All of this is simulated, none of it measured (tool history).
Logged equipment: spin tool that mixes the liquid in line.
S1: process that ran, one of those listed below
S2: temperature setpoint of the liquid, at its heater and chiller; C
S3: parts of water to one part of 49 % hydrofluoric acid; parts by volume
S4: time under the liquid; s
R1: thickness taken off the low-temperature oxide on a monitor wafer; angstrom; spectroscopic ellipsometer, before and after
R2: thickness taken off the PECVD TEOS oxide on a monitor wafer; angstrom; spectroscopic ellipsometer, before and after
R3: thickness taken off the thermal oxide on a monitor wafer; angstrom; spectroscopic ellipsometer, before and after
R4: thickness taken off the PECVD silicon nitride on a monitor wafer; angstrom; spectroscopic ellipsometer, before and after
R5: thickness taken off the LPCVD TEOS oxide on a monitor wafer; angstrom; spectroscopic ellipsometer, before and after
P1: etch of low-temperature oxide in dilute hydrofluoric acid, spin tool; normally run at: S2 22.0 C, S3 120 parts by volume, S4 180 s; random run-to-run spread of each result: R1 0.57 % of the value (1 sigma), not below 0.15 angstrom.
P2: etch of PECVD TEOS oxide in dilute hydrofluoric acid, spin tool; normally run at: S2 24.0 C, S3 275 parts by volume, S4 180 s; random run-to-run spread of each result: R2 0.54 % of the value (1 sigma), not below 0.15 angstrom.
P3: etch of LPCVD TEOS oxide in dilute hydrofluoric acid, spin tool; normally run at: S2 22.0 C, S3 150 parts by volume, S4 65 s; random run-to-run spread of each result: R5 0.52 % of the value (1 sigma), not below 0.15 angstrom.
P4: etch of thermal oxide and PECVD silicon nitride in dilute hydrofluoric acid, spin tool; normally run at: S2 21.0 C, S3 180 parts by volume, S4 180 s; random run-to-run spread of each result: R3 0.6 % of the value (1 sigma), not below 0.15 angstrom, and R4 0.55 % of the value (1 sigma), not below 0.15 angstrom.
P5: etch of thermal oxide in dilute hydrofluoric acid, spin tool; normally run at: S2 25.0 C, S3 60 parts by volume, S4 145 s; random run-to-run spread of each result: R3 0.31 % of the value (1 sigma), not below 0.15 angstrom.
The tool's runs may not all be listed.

Run 1, hour 6.1: S1 P1, S2 22.0 C, S3 120 parts by volume, S4 180 s. Result: R1 254.990 angstrom.
Run 2, hour 14.1: S1 P2, S2 24.0 C, S3 145 parts by volume, S4 180 s. Result: R2 205.410 angstrom.
Run 3, hour 19.4: S1 P5, S2 25.0 C, S3 60 parts by volume, S4 60 s. Result: R3 51.658 angstrom.
Run 4, hour 23.5: S1 P1, S2 22.0 C, S3 195 parts by volume, S4 180 s. Result: R1 143.220 angstrom.
Run 5, hour 28.7: S1 P5, S2 19.5 C, S3 60 parts by volume, S4 145 s. Result: R3 99.688 angstrom.
Run 6, hour 37.2: S1 P1, S2 17.5 C, S3 120 parts by volume, S4 260 s. Result: R1 304.780 angstrom.
Run 7, hour 42.0: S1 P5, S2 25.0 C, S3 110 parts by volume, S4 145 s. Result: R3 63.524 angstrom.
Run 8, hour 48.7: S1 P1, S2 22.0 C, S3 120 parts by volume, S4 180 s. Result: R1 255.660 angstrom.
Run 9, hour 55.0: S1 P4, S2 21.0 C, S3 180 parts by volume, S4 180 s. Result: R3 42.744 angstrom, R4 39.999 angstrom.
Run 10, hour 61.8: S1 P2, S2 17.0 C, S3 275 parts by volume, S4 180 s. Result: R2 73.425 angstrom.
Run 11, hour 69.5: S1 P1, S2 22.0 C, S3 120 parts by volume, S4 180 s. Result: R1 253.000 angstrom.
Run 12, hour 78.6: S1 P4, S2 21.0 C, S3 180 parts by volume, S4 180 s. Result: R3 42.641 angstrom, R4 39.531 angstrom.
Run 13, hour 85.9: S1 P3, S2 22.0 C, S3 85 parts by volume, S4 65 s. Result: R5 286.26 angstrom.
Run 14, hour 91.0: S1 P1, S2 22.0 C, S3 40 parts by volume, S4 180 s. Result: R1 840.510 angstrom.
Run 15, hour 96.3: S1 P4, S2 27.0 C, S3 180 parts by volume, S4 180 s. Result: R3 52.959 angstrom, R4 57.391 angstrom.
Run 16, hour 105.1: S1 P3, S2 22.0 C, S3 150 parts by volume, S4 65 s. Result: R5 150.56 angstrom.
Run 17, hour 111.0: S1 P3, S2 22.0 C, S3 150 parts by volume, S4 95 s. Result: R5 220.20 angstrom.
Run 18, hour 118.5: S1 P1, S2 22.0 C, S3 120 parts by volume, S4 180 s. Result: R1 253.230 angstrom.
Run 19, hour 123.1: S1 P1, S2 22.0 C, S3 120 parts by volume, S4 180 s. Result: R1 254.030 angstrom.
Run 20, hour 128.2: S1 P1, S2 27.5 C, S3 120 parts by volume, S4 265 s. Result: R1 467.390 angstrom.
Run 21, hour 135.2: S1 P3, S2 17.0 C, S3 150 parts by volume, S4 65 s. Result: R5 123.02 angstrom.
Run 22, hour 140.2: S1 P2, S2 24.0 C, S3 275 parts by volume, S4 295 s. Result: R2 156.480 angstrom.
Run 23, hour 144.8: S1 P1, S2 22.0 C, S3 120 parts by volume, S4 50 s. Result: R1 70.575 angstrom.
Run 24, hour 153.8: S1 P4, S2 21.0 C, S3 180 parts by volume, S4 70 s. Result: R3 16.383 angstrom, R4 15.202 angstrom.
Run 25, hour 158.9: S1 P1, S2 27.0 C, S3 120 parts by volume, S4 180 s. Result: R1 306.190 angstrom.
Run 26, hour 166.3: S1 P2, S2 24.0 C, S3 275 parts by volume, S4 180 s. Result: R2 95.669 angstrom.
Run 27, hour 175.3: S1 P1, S2 17.0 C, S3 120 parts by volume, S4 180 s. Result: R1 207.050 angstrom.
Run 28, hour 183.9: S1 P1, S2 22.0 C, S3 120 parts by volume, S4 180 s. Result: R1 254.230 angstrom.
Run 29, hour 189.9: S1 P4, S2 21.0 C, S3 40 parts by volume, S4 180 s. Result: R3 222.110 angstrom, R4 171.290 angstrom.
Run 30, hour 195.2: S1 P5, S2 25.0 C, S3 60 parts by volume, S4 145 s. Result: R3 125.370 angstrom.
Run 31, hour 202.8: S1 P1, S2 22.0 C, S3 120 parts by volume, S4 295 s. Result: R1 416.150 angstrom.
Run 32, hour 208.8: S1 P1, S2 22.0 C, S3 120 parts by volume, S4 180 s. Result: R1 254.320 angstrom.
Run 33, hour 217.0: S1 P1, S2 22.0 C, S3 120 parts by volume, S4 180 s. Result: R1 261.530 angstrom.
Run 34, hour 224.3: S1 P1, S2 22.0 C, S3 120 parts by volume, S4 180 s. Result: R1 268.190 angstrom.
Run 35, hour 232.5: S1 P1, S2 22.0 C, S3 120 parts by volume, S4 180 s. Result: R1 270.320 angstrom.

Estimate the outcome of run 36 from the log above:
Run 36, hour 236.6: S1 P1, S2 22.0 C, S3 120 parts by volume, S4 180 s. Result: R1 ?.

Run 36 yielded R1 270.260 angstrom.
